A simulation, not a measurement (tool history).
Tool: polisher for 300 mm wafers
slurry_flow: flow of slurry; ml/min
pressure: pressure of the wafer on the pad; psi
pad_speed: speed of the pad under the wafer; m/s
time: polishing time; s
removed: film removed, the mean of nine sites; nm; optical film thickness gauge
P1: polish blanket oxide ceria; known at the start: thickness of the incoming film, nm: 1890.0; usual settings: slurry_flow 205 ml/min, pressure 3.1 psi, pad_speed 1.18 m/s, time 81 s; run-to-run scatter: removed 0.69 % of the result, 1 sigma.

{"run": 1, "hour": 5.1, "slurry_flow": 205, "pressure": 3.1, "pad_speed": 1.18, "time": 81, "removed": 384.43}
{"run": 2, "hour": 9.8, "slurry_flow": 205, "pressure": 3.1, "pad_speed": 1.18, "time": 81, "removed": 388.3}
{"run": 3, "hour": 13.7, "slurry_flow": 205, "pressure": 3.1, "pad_speed": 1.18, "time": 81, "removed": 387.85}
{"run": 4, "hour": 18.8, "slurry_flow": 205, "pressure": 3.1, "pad_speed": 0.54, "time": 81, "removed": 178.16}
{"run": 5, "hour": 24.4, "slurry_flow": 205, "pressure": 4.8, "pad_speed": 1.18, "time": 81, "removed": 598.92}
{"run": 6, "hour": 31.2, "slurry_flow": 205, "pressure": 3.1, "pad_speed": 1.18, "time": 123, "removed": 589.59}
{"hour": 31.4, "done": "slurry nozzle cleaned"}
{"run": 7, "hour": 35.6, "slurry_flow": 205, "pressure": 2.1, "pad_speed": 1.18, "time": 81, "removed": 263.7}
{"run": 8, "hour": 41.6, "slurry_flow": 130, "pressure": 4.1, "pad_speed": 1.18, "time": 81, "removed": 482.64}
{"run": 9, "hour": 47.1, "slurry_flow": 290, "pressure": 3.1, "pad_speed": 1.18, "time": 81, "removed": 401.85}
{"run": 10, "hour": 50.8, "slurry_flow": 205, "pressure": 3.1, "pad_speed": 1.18, "time": 81, "removed": 386.55}
{"run": 11, "hour": 57.3, "slurry_flow": 205, "pressure": 3.1, "pad_speed": 1.18, "time": 41, "removed": 198.86}
{"run": 12, "hour": 60.8, "slurry_flow": 205, "pressure": 3.1, "pad_speed": 1.88, "time": 81, "removed": 616.33}
{"run": 13, "hour": 67.6, "slurry_flow": 125, "pressure": 3.1, "pad_speed": 1.18, "time": 81, "removed": 356.56}
{"run": 14, "hour": 74.3, "slurry_flow": 310, "pressure": 2.0, "pad_speed": 1.18, "time": 81, "removed": 261.62}
{"run": 15, "hour": 77.6, "slurry_flow": 205, "pressure": 3.1, "pad_speed": 1.18, "time": 81, "removed": 389.14}
{"run": 16, "hour": 81.3, "slurry_flow": 205, "pressure": 3.1, "pad_speed": 1.18, "time": 81, "removed": 383.93}
{"run": 17, "hour": 86.8, "slurry_flow": 205, "pressure": 3.1, "pad_speed": 1.18, "time": 81, "removed": 379.21}
{"run": 18, "hour": 90.0, "slurry_flow": 205, "pressure": 3.1, "pad_speed": 1.18, "time": 81, "removed": 373.75}
{"run": 19, "hour": 94.7, "slurry_flow": 205, "pressure": 3.1, "pad_speed": 1.18, "time": 81, "removed": 370.16}
{"run": 20, "hour": 99.8, "slurry_flow": 205, "pressure": 3.1, "pad_speed": 1.18, "time": 81, "removed": 370.16}

The next listed run, before its measurement:
{"run": 21, "hour": 104.3, "slurry_flow": 205, "pressure": 3.1, "pad_speed": 1.18, "time": 81, "removed": "?"}

removed: 363.59 nm

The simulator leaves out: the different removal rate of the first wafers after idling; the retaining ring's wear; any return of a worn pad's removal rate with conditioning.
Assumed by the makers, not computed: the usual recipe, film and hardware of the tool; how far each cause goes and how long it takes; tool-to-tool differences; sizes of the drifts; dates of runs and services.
